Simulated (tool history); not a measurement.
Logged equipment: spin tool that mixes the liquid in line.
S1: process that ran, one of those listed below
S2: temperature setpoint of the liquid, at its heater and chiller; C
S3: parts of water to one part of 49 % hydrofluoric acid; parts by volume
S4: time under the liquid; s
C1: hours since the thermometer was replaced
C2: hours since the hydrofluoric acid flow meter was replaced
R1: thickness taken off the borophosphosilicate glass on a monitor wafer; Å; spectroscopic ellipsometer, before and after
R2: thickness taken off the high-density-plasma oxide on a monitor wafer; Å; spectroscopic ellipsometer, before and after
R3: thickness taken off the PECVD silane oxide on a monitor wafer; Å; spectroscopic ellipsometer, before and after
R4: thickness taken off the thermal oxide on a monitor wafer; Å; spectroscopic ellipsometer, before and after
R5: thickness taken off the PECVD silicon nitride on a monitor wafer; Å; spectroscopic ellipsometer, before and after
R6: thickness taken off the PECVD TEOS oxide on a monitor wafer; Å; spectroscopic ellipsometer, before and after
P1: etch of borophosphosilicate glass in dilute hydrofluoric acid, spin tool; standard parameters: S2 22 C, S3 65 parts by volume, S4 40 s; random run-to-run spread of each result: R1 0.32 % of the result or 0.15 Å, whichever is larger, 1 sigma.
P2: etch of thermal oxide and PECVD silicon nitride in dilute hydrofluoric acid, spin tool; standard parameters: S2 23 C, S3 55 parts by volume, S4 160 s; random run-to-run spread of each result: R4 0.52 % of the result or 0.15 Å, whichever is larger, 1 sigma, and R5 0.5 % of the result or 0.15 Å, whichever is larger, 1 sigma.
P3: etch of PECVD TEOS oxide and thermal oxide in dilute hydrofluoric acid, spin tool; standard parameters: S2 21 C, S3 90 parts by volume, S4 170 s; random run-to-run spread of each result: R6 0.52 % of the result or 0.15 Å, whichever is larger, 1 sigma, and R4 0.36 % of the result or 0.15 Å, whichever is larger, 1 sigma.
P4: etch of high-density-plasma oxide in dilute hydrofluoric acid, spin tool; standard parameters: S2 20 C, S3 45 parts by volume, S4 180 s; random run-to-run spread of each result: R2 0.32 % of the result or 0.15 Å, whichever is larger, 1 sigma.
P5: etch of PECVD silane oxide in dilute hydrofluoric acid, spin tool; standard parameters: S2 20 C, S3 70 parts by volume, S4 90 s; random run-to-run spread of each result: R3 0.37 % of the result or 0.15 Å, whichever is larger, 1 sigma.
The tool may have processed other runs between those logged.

run   hour  S1    S2   S3   S4      C1      C2      R1      R2      R3      R4      R5      R6
  1     10  P1    22   65   40   911.7  1738.8  279.04
  2   22.2  P4    20   45  180   923.9    1751          221.24
  3   37.2  P5    24   70   90   938.9    1766                  200.71
  4     48  P1    22   95   40   949.7  1776.8  183.95
  5     56  P1  29.5   30   40   957.7  1784.8  858.41
  6   68.3  P1    29   65   40     970  1797.1  370.16
  7   76.7  P5    20   70   90   978.4  1805.5                  169.79
  8   86.5  P2    23  100  160   988.2  1815.3                          70.358  28.865
  9   96.4  P4    20   45   70   998.1  1825.2          86.041
 10  105.4  P3    17   90  170  1007.1  1834.2                          70.037           406.5
 11  116.3  P1    17   65   40    1018  1845.1  226.06
 12  127.2  P2    23   55  160  1028.9    1856                          136.52  52.459
 13  135.3  P1    22   65   40    1037  1864.1  277.88
 14  147.7  P5    20   70   90  1049.4  1876.5                  170.66
 15  158.6  P3    21   35  170  1060.3  1887.4                          227.13          1336.5
 16  173.3  P1    22   65   20    1075  1902.1  139.63
     177.2  -- hydrofluoric acid flow meter replaced
 17  185.5  P1    22   20   40  1087.2     8.4  960.17
 18  197.9  P3    21   90  325  1099.6    20.8                          158.39          922.13
 19  206.8  P1    22   65   65  1108.5    29.7  452.32
 20  219.5  P2  27.5   55  160  1121.2    42.4                          162.94  69.948
 21  229.8  P1    22   65   40  1131.5    52.7  278.49
 22  238.5  P5    20   30   90  1140.2    61.4                  415.55
 23    252  P1    18  110   40  1153.7    74.9  132.56
 24  264.5  P4    20   20  180  1166.2    87.4          513.11
 25  275.4  P3    21   90  170  1177.1    98.3                          82.698             485
 26  288.3  P4  27.5   45  180    1190   111.2          300.11
 27  297.1  P1    22   65   40  1198.8     120  278.35
 28  309.9  P1    22   65   40  1211.6   132.8  279.25
 29  319.9  P1    22   65   40  1221.6   142.8   280.5
 30  332.8  P2    23   55   60  1234.5   155.7                           51.07   19.31
 31  343.7  P5    20   70  170  1245.4   166.6                  319.16
 32  353.3  P1    22   65   40    1255   176.2  279.28
 33  362.9  P1    22   65   40  1264.6   185.8  287.36
 34  377.5  P1    22   65   40  1279.2   200.4  293.82
 35  388.9  P1    22   65   40  1290.6   211.8  296.93
 36  401.7  P1    22   65   40  1303.4   224.6  297.67
 37  413.8  P1    22   65   40  1315.5   236.7  300.23
 38  423.9  P1    22   65   40  1325.6   246.8     299
 39  432.3  P1    22   65   40    1334   255.2  299.22

P1 no longer gives what it gave before; its output has crept away from where it was. The following 2 causes, each at its listed size, fit the log equally well:
A: liquid hotter than its thermometer reads (K) = 1.75
B: hydrofluoric acid flow above the setpoint (%) = 6.86
At approximately hour 353.3, the process output began to creep.

Each of the 4 check runs below uses one wafer; its results are left as question marks. Which run tells the causes apart?
check 1  440.7  P2  23  55  160                       ?   ?
check 2  440.7  P5  20  70   90                   ?
check 3  440.7  P4  20  45  180               ?
check 4  440.7  P3  21  90  170                       ?       ?

How each check would come out, cause by cause:
  check  result    if A    if B
check 1      R4  145.93   145.8
check 1      R5  58.389  55.377
check 2      R3  182.49  182.27
check 3      R2  238.11   237.1
check 4      R4  89.058  89.232
check 4      R6  517.16  518.17
Separation of the two closest causes in each check, using whichever result separates them best: check 1 5.3 %; check 2 0.12 %; check 3 0.42 %; check 4 0.2 %
Only in check 1 would the causes give clearly different results; in the remaining checks their results would be nearly the same.

The results of check 1 are: R4 145.35 Å; R5 55.206 Å. Based on these, which of the listed causes is it?

B is the cause: hydrofluoric acid flow above the setpoint (%).

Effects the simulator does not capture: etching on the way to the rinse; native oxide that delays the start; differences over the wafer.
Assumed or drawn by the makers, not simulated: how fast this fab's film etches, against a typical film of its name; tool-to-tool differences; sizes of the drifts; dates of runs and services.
